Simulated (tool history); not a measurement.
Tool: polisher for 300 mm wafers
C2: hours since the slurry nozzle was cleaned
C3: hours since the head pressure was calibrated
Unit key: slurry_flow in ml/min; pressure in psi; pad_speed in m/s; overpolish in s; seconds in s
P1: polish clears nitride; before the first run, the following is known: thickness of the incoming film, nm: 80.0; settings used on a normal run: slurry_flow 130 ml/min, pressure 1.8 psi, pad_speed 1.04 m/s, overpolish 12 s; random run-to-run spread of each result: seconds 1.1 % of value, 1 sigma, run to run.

{"run": 1, "hour": 15.5, "slurry_flow": 130, "pressure": 1.8, "pad_speed": 1.04, "overpolish": 12, "wafers polished on this pad": 493, "C2": 294.4, "C3": 263.3, "seconds": 133.35}
{"run": 2, "hour": 32.3, "slurry_flow": 130, "pressure": 1.8, "pad_speed": 1.04, "overpolish": 12, "wafers polished on this pad": 583, "C2": 311.2, "C3": 280.1, "seconds": 134.95}
{"run": 3, "hour": 41.8, "slurry_flow": 130, "pressure": 1.8, "pad_speed": 0.48, "overpolish": 12, "wafers polished on this pad": 634, "C2": 320.7, "C3": 289.6, "seconds": 294.29}
{"run": 4, "hour": 51.0, "slurry_flow": 130, "pressure": 1.8, "pad_speed": 1.04, "overpolish": 12, "wafers polished on this pad": 683, "C2": 329.9, "C3": 298.8, "seconds": 137.19}
{"run": 5, "hour": 59.5, "slurry_flow": 130, "pressure": 1.8, "pad_speed": 1.04, "overpolish": 12, "wafers polished on this pad": 729, "C2": 338.4, "C3": 307.3, "seconds": 137.28}
{"run": 6, "hour": 71.7, "slurry_flow": 130, "pressure": 1.8, "pad_speed": 1.04, "overpolish": 12, "wafers polished on this pad": 794, "C2": 350.6, "C3": 319.5, "seconds": 137.73}
{"run": 7, "hour": 83.5, "slurry_flow": 130, "pressure": 1.8, "pad_speed": 1.04, "overpolish": 6, "wafers polished on this pad": 857, "C2": 362.4, "C3": 331.3, "seconds": 136.3}
{"run": 8, "hour": 99.9, "slurry_flow": 85, "pressure": 1.8, "pad_speed": 1.04, "overpolish": 4, "wafers polished on this pad": 945, "C2": 378.8, "C3": 347.7, "seconds": 149.02}
{"run": 9, "hour": 117.3, "slurry_flow": 80, "pressure": 1.8, "pad_speed": 1.04, "overpolish": 12, "wafers polished on this pad": 1038, "C2": 396.2, "C3": 365.1, "seconds": 151.93}
{"run": 10, "hour": 126.0, "slurry_flow": 130, "pressure": 2.7, "pad_speed": 1.04, "overpolish": 12, "wafers polished on this pad": 1085, "C2": 404.9, "C3": 373.8, "seconds": 91.32}
{"run": 11, "hour": 138.4, "slurry_flow": 175, "pressure": 1.8, "pad_speed": 1.04, "overpolish": 12, "wafers polished on this pad": 1151, "C2": 417.3, "C3": 386.2, "seconds": 130.08}
{"run": 12, "hour": 152.3, "slurry_flow": 130, "pressure": 1.0, "pad_speed": 1.04, "overpolish": 12, "wafers polished on this pad": 1225, "C2": 431.2, "C3": 400.1, "seconds": 243.15}
{"run": 13, "hour": 168.3, "slurry_flow": 130, "pressure": 1.8, "pad_speed": 1.64, "overpolish": 12, "wafers polished on this pad": 1311, "C2": 447.2, "C3": 416.1, "seconds": 84.907}
{"run": 14, "hour": 181.0, "slurry_flow": 130, "pressure": 1.8, "pad_speed": 1.04, "overpolish": 12, "wafers polished on this pad": 1379, "C2": 459.9, "C3": 428.8, "seconds": 138.68}

Forecast run 15:
{"run": 15, "hour": 196.3, "slurry_flow": 130, "pressure": 1.8, "pad_speed": 1.04, "overpolish": 22, "wafers polished on this pad": 1461, "C2": 475.2, "C3": 444.1, "seconds": "?"}

Logged for run 15: seconds 136.370 s.

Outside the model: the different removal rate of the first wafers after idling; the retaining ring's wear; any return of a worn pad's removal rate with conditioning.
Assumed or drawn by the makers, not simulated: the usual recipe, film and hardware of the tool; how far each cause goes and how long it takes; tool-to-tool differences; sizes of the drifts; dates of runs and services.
